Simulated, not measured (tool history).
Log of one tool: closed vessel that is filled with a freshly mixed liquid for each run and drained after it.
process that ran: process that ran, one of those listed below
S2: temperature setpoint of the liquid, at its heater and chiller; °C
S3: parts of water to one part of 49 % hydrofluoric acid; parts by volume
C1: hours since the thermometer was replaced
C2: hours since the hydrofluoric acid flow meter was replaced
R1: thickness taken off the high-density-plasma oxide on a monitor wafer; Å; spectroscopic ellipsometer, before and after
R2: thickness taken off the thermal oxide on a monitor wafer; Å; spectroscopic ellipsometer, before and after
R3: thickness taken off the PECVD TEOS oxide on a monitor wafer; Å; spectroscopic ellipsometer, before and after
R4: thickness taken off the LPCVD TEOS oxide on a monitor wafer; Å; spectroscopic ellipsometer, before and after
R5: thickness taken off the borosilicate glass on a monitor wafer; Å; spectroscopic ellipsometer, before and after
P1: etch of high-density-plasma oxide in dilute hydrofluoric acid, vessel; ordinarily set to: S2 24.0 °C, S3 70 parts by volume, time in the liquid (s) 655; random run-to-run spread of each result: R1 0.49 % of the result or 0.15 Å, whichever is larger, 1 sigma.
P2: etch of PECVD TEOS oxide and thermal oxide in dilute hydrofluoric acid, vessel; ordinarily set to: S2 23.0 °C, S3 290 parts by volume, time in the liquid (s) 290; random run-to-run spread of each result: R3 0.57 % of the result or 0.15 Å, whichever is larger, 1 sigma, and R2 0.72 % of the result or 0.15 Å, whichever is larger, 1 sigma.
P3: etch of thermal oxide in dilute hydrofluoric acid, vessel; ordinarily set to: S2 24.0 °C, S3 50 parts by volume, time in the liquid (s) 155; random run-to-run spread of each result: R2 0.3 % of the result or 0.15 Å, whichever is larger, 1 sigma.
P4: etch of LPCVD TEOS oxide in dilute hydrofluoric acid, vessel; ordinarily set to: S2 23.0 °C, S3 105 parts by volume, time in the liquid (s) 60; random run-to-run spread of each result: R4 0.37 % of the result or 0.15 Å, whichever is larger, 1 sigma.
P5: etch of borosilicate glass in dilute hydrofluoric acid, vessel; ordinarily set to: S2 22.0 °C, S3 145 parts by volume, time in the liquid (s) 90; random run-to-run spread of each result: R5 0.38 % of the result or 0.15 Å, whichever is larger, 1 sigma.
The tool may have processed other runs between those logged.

Run 1, hour 7.6: process that ran P1, S2 24.0 °C, S3 70 parts by volume, time in the liquid (s) 655; C1 411.9; C2 240.4. Result: R1 494.230 Å.
Run 2, hour 12.0: process that ran P3, S2 24.0 °C, S3 50 parts by volume, time in the liquid (s) 155; C1 416.3; C2 244.8. Result: R2 160.450 Å.
Run 3, hour 17.1: process that ran P3, S2 31.5 °C, S3 50 parts by volume, time in the liquid (s) 155; C1 421.4; C2 249.9. Result: R2 216.280 Å.
Run 4, hour 23.5: process that ran P1, S2 24.0 °C, S3 70 parts by volume, time in the liquid (s) 655; C1 427.8; C2 256.3. Result: R1 491.850 Å.
Run 5, hour 30.6: process that ran P2, S2 27.5 °C, S3 290 parts by volume, time in the liquid (s) 290; C1 434.9; C2 263.4. Result: R2 39.714 Å, R3 88.895 Å.
At hour 34.0: thermometer replaced.
Run 6, hour 38.7: process that ran P4, S2 23.0 °C, S3 105 parts by volume, time in the liquid (s) 30; C1 4.7; C2 271.5. Result: R4 60.283 Å.
Run 7, hour 45.6: process that ran P1, S2 24.0 °C, S3 20 parts by volume, time in the liquid (s) 655; C1 11.6; C2 278.4. Result: R1 1852.900 Å.
Run 8, hour 53.5: process that ran P3, S2 24.0 °C, S3 50 parts by volume, time in the liquid (s) 155; C1 19.5; C2 286.3. Result: R2 160.900 Å.
Run 9, hour 62.6: process that ran P1, S2 24.0 °C, S3 70 parts by volume, time in the liquid (s) 1140; C1 28.6; C2 295.4. Result: R1 856.720 Å.
Run 10, hour 71.1: process that ran P1, S2 24.0 °C, S3 110 parts by volume, time in the liquid (s) 655; C1 37.1; C2 303.9. Result: R1 300.160 Å.
Run 11, hour 78.8: process that ran P1, S2 24.0 °C, S3 70 parts by volume, time in the liquid (s) 75; C1 44.8; C2 311.6. Result: R1 56.455 Å.
Run 12, hour 85.1: process that ran P5, S2 22.0 °C, S3 145 parts by volume, time in the liquid (s) 90; C1 51.1; C2 317.9. Result: R5 172.970 Å.
Run 13, hour 92.0: process that ran P4, S2 23.0 °C, S3 105 parts by volume, time in the liquid (s) 60; C1 58.0; C2 324.8. Result: R4 121.200 Å.
Run 14, hour 98.2: process that ran P5, S2 22.0 °C, S3 35 parts by volume, time in the liquid (s) 90; C1 64.2; C2 331.0. Result: R5 820.060 Å.
Run 15, hour 107.7: process that ran P2, S2 23.0 °C, S3 290 parts by volume, time in the liquid (s) 290; C1 73.7; C2 340.5. Result: R2 33.914 Å, R3 76.075 Å.
Run 16, hour 111.8: process that ran P3, S2 24.0 °C, S3 50 parts by volume, time in the liquid (s) 75; C1 77.8; C2 344.6. Result: R2 77.498 Å.
Run 17, hour 116.8: process that ran P1, S2 24.0 °C, S3 70 parts by volume, time in the liquid (s) 655; C1 82.8; C2 349.6. Result: R1 496.640 Å.
Run 18, hour 124.0: process that ran P1, S2 20.0 °C, S3 70 parts by volume, time in the liquid (s) 970; C1 90.0; C2 356.8. Result: R1 622.200 Å.
Run 19, hour 132.3: process that ran P5, S2 17.0 °C, S3 145 parts by volume, time in the liquid (s) 90; C1 98.3; C2 365.1. Result: R5 141.350 Å.
Run 20, hour 139.3: process that ran P1, S2 24.0 °C, S3 70 parts by volume, time in the liquid (s) 655; C1 105.3; C2 372.1. Result: R1 490.840 Å.
Run 21, hour 144.6: process that ran P3, S2 24.0 °C, S3 90 parts by volume, time in the liquid (s) 155; C1 110.6; C2 377.4. Result: R2 84.336 Å.
Run 22, hour 151.9: process that ran P4, S2 23.0 °C, S3 50 parts by volume, time in the liquid (s) 60; C1 117.9; C2 384.7. Result: R4 271.340 Å.
Run 23, hour 160.0: process that ran P5, S2 22.0 °C, S3 145 parts by volume, time in the liquid (s) 30; C1 126.0; C2 392.8. Result: R5 58.156 Å.
Run 24, hour 168.1: process that ran P4, S2 28.5 °C, S3 105 parts by volume, time in the liquid (s) 60; C1 134.1; C2 400.9. Result: R4 148.870 Å.
Run 25, hour 175.8: process that ran P1, S2 19.5 °C, S3 70 parts by volume, time in the liquid (s) 655; C1 141.8; C2 408.6. Result: R1 412.410 Å.
Run 26, hour 180.5: process that ran P2, S2 23.0 °C, S3 290 parts by volume, time in the liquid (s) 450; C1 146.5; C2 413.3. Result: R2 53.673 Å, R3 119.280 Å.
Run 27, hour 185.7: process that ran P1, S2 24.0 °C, S3 70 parts by volume, time in the liquid (s) 655; C1 151.7; C2 418.5. Result: R1 496.920 Å.
Run 28, hour 193.9: process that ran P5, S2 22.0 °C, S3 145 parts by volume, time in the liquid (s) 90; C1 159.9; C2 426.7. Result: R5 173.790 Å.
Run 29, hour 200.7: process that ran P1, S2 31.5 °C, S3 70 parts by volume, time in the liquid (s) 655; C1 166.7; C2 433.5. Result: R1 666.530 Å.
Run 30, hour 205.3: process that ran P2, S2 23.0 °C, S3 420 parts by volume, time in the liquid (s) 290; C1 171.3; C2 438.1. Result: R2 21.306 Å, R3 46.595 Å.
Run 31, hour 211.3: process that ran P1, S2 24.0 °C, S3 70 parts by volume, time in the liquid (s) 655; C1 177.3; C2 444.1. Result: R1 494.950 Å.
Run 32, hour 220.6: process that ran P1, S2 24.0 °C, S3 70 parts by volume, time in the liquid (s) 655; C1 186.6; C2 453.4. Result: R1 479.250 Å.
Run 33, hour 226.8: process that ran P1, S2 24.0 °C, S3 70 parts by volume, time in the liquid (s) 655; C1 192.8; C2 459.6. Result: R1 470.620 Å.
Run 34, hour 232.1: process that ran P1, S2 24.0 °C, S3 70 parts by volume, time in the liquid (s) 655; C1 198.1; C2 464.9. Result: R1 465.860 Å.
Run 35, hour 237.2: process that ran P1, S2 24.0 °C, S3 70 parts by volume, time in the liquid (s) 655; C1 203.2; C2 470.0. Result: R1 467.340 Å.
Run 36, hour 246.1: process that ran P1, S2 24.0 °C, S3 70 parts by volume, time in the liquid (s) 655; C1 212.1; C2 478.9. Result: R1 465.900 Å.
Run 37, hour 255.1: process that ran P1, S2 24.0 °C, S3 70 parts by volume, time in the liquid (s) 655; C1 221.1; C2 487.9. Result: R1 456.910 Å.
Run 38, hour 263.8: process that ran P1, S2 24.0 °C, S3 70 parts by volume, time in the liquid (s) 655; C1 229.8; C2 496.6. Result: R1 457.680 Å.

Forecast run 39:
Run 39, hour 271.9: process that ran P1, S2 24.0 °C, S3 70 parts by volume, time in the liquid (s) 655; C1 237.9; C2 504.7. Result: R1 ?.

R1: 453.370 Å

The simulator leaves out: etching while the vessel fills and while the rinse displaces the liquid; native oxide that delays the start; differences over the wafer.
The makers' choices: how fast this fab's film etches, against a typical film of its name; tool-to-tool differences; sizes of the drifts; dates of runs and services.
